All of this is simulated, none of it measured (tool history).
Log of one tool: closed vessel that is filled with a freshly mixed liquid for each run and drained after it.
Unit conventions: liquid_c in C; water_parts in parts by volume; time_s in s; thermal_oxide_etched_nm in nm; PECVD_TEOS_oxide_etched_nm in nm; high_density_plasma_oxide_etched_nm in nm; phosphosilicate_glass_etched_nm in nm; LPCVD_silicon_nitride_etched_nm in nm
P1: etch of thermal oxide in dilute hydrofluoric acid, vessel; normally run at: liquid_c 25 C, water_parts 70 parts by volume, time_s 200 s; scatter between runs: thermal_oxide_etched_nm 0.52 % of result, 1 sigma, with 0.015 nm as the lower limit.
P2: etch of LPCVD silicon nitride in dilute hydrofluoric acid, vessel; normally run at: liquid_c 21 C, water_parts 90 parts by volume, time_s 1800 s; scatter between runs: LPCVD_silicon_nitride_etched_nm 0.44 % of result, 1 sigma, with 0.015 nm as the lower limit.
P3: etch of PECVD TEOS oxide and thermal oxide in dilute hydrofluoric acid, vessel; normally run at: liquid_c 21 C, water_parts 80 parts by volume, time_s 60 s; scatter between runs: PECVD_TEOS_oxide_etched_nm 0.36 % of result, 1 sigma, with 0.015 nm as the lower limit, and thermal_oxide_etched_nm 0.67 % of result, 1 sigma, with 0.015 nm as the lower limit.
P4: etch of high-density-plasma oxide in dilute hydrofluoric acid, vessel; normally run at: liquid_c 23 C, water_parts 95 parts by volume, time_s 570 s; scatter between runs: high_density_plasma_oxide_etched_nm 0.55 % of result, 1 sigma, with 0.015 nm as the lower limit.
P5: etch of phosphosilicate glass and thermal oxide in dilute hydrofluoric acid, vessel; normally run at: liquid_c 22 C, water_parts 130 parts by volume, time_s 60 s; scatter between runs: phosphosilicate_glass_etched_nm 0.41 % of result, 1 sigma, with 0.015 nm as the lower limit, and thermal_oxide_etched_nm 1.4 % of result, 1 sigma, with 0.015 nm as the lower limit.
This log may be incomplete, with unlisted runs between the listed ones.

run     day  process  liquid_c  water_parts  time_s  thermal_oxide_etched_nm  PECVD_TEOS_oxide_etched_nm  high_density_plasma_oxide_etched_nm  phosphosilicate_glass_etched_nm  LPCVD_silicon_nitride_etched_nm
  1    0.35       P1        25           70     200                   14.143
  2   0.525       P3        26           80      60                   3.9933                      16.293
  3   0.812       P1        25           70     200                   14.133
  4   1.112       P1        32           95     200                   13.178
  5    1.45       P1        25           25     200                   42.596
  6   1.717       P1        30           70     200                   17.208
  7   1.896       P4        23           95     570                                                                                    34.501
  8   2.254       P1        25           70     200                   14.111
  9   2.575       P1        25           70     200                   14.185
 10   2.925       P5        22           75      60                   3.5197                                                                                            58.718
 11   3.138       P1        25           70     345                   24.235
 12   3.333       P5        22          130      30                   0.9704                                                                                            15.811
 13   3.533       P3        21          125      60                   1.9414                      8.1137
 14   3.875       P1        25           70     200                    14.12
 15   4.092       P1        25           70     200                   14.197
 16   4.346       P2        21          145    1800                                                                                                                                                      5.4549
 17   4.654       P3        21           80      85                   4.6525                      18.868
 18   4.921       P4        23           95     570                                                                                    34.503
 19   5.146       P4      17.5           95     570                                                                                    27.353
 20   5.321       P1        25          100     200                    9.557
 21     5.6       P1      20.5           70     200                   11.825
 22   5.929       P2        21           90    2875                                                                                                                                                      14.037
 23   6.225       P4        23           95    1060                                                                                    63.701
 24   6.442       P2        17           90    1800                                                                                                                                                      6.6643
 25   6.833       P4        23          150     570                                                                                    20.383
 26   7.171       P5        22          130      60                   1.9112                                                                                            31.538
 27   7.529       P3        21           80      60                   3.2536                      13.377
 28   7.796       P1        25           70      50                   3.5578
 29   8.138       P5      17.5          130      60                   1.6096                                                                                            26.325
 30   8.508       P3        21           80      60                   3.2911                      13.318
 31   8.746       P2        21           90    1800                                                                                                                                                      8.7103
 32   9.112       P1        25           70     200                   14.222
 33   9.429       P1        25           70     200                    13.57
 34   9.675       P1        25           70     200                   13.379
 35  10.046       P1        25           70     200                   13.133
 36  10.408       P1        25           70     200                    13.13
 37  10.729       P1        25           70     200                   13.009
 38  11.083       P1        25           70     200                   12.935

P1 has crept away from where it was. The log is fitted equally well by each of these 2 causes, at the sizes shown:
A: hydrofluoric acid flow below the setpoint (%) = 7.45
B: liquid colder than its thermometer reads (K) = 2.1
Onset of the creep was near day 9.112.

Question marks stand in for the results of the 4 check runs listed below, each run on one wafer. Under which run would the listed causes show clearly different results?
check 1  11.438       P3        21           80      60                        ?                           ?
check 2  11.438       P2        21           90    1800                                                                                                                                                           ?
check 3  11.438       P4        23           95     570                                                                                         ?
check 4  11.438       P5        22          130      60                        ?                                                                                                 ?

How each check would come out, cause by cause:
  check                               result    if A    if B
check 1              thermal_oxide_etched_nm  3.0022  2.9949
check 1           PECVD_TEOS_oxide_etched_nm  12.255  12.225
check 2      LPCVD_silicon_nitride_etched_nm  8.1317  7.5981
check 3  high_density_plasma_oxide_etched_nm   31.58   31.63
check 4              thermal_oxide_etched_nm  1.7714  1.7806
check 4      phosphosilicate_glass_etched_nm  29.039   29.19
Smallest distance between any two causes, each pair judged by its most separating result, in per cent: check 1 0.24 %; check 2 6.79 %; check 3 0.16 %; check 4 0.52 %
Only in check 2 would the causes give clearly different results; in the remaining checks their results would be nearly the same.

With check 2 done, the readings were: LPCVD_silicon_nitride_etched_nm 7.6325 nm. Identify which of the listed causes applies.

Of the candidate causes, it is B: liquid colder than its thermometer reads (K).

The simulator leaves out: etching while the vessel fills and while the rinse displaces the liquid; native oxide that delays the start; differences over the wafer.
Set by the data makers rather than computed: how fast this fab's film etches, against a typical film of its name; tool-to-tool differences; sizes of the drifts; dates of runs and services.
